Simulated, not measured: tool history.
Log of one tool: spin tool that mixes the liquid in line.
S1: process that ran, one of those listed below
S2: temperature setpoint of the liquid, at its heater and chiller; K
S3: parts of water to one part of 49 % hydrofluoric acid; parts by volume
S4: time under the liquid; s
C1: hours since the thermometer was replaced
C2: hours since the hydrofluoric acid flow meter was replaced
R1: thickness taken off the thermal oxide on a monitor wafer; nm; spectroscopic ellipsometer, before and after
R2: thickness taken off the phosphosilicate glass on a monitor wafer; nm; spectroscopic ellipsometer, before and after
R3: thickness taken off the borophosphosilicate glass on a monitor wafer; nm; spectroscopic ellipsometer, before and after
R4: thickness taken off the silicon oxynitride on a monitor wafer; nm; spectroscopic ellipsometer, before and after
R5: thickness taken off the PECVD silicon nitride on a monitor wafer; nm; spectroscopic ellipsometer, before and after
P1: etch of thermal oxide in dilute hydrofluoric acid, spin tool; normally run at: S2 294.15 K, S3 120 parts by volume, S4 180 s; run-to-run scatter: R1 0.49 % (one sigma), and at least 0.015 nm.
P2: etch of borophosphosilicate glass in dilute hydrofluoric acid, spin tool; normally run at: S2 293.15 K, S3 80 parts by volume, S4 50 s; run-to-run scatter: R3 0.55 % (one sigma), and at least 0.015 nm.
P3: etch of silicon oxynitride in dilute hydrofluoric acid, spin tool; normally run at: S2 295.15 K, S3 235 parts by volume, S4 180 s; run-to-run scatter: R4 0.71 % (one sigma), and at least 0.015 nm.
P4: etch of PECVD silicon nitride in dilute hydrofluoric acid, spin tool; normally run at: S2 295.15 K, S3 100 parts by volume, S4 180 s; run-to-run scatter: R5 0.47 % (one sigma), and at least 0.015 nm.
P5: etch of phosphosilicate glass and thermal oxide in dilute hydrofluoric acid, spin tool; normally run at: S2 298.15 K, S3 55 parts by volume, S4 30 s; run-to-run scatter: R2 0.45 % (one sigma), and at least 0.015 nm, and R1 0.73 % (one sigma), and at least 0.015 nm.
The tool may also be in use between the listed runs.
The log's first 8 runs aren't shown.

{"run": 9, "hour": 111.2, "S1": "P3", "S2": 295.15, "S3": 75, "S4": 180, "C1": 1105.3, "C2": 1237.8, "R4": 11.464}
{"run": 10, "hour": 120.7, "S1": "P4", "S2": 295.15, "S3": 100, "S4": 85, "C1": 1114.8, "C2": 1247.3, "R5": 2.5076}
{"run": 11, "hour": 128.5, "S1": "P3", "S2": 301.65, "S3": 235, "S4": 180, "C1": 1122.6, "C2": 1255.1, "R4": 4.2842}
{"run": 12, "hour": 136.5, "S1": "P3", "S2": 295.15, "S3": 235, "S4": 290, "C1": 1130.6, "C2": 1263.1, "R4": 5.2439}
{"run": 13, "hour": 152.3, "S1": "P1", "S2": 294.15, "S3": 120, "S4": 180, "C1": 1146.4, "C2": 1278.9, "R1": 6.4153}
{"run": 14, "hour": 164.7, "S1": "P4", "S2": 295.15, "S3": 100, "S4": 180, "C1": 1158.8, "C2": 1291.3, "R5": 5.3317}
{"run": 15, "hour": 173.9, "S1": "P1", "S2": 302.15, "S3": 120, "S4": 265, "C1": 1168.0, "C2": 1300.5, "R1": 12.787}
{"run": 16, "hour": 187.1, "S1": "P5", "S2": 298.15, "S3": 55, "S4": 15, "C1": 1181.2, "C2": 1313.7, "R1": 1.522, "R2": 23.192}
{"run": 17, "hour": 198.0, "S1": "P2", "S2": 293.15, "S3": 80, "S4": 50, "C1": 1192.1, "C2": 1324.6, "R3": 19.609}
{"run": 18, "hour": 211.8, "S1": "P1", "S2": 294.15, "S3": 120, "S4": 180, "C1": 1205.9, "C2": 1338.4, "R1": 6.3776}
{"run": 19, "hour": 228.3, "S1": "P1", "S2": 294.15, "S3": 120, "S4": 305, "C1": 1222.4, "C2": 1354.9, "R1": 10.751}
{"run": 20, "hour": 238.7, "S1": "P1", "S2": 294.15, "S3": 120, "S4": 15, "C1": 1232.8, "C2": 1365.3, "R1": 0.51994}
{"run": 21, "hour": 254.0, "S1": "P4", "S2": 290.65, "S3": 100, "S4": 180, "C1": 1248.1, "C2": 1380.6, "R5": 3.9417}
{"run": 22, "hour": 262.1, "S1": "P1", "S2": 298.15, "S3": 120, "S4": 180, "C1": 1256.2, "C2": 1388.7, "R1": 7.4692}
{"run": 23, "hour": 272.1, "S1": "P1", "S2": 294.15, "S3": 55, "S4": 180, "C1": 1266.2, "C2": 1398.7, "R1": 15.134}

Run 24 comes next. What will it give?
{"run": 24, "hour": 287.7, "S1": "P1", "S2": 294.15, "S3": 120, "S4": 180, "C1": 1281.8, "C2": 1414.3, "R1": "?"}

Run 24 gave R1 6.32580 nm.
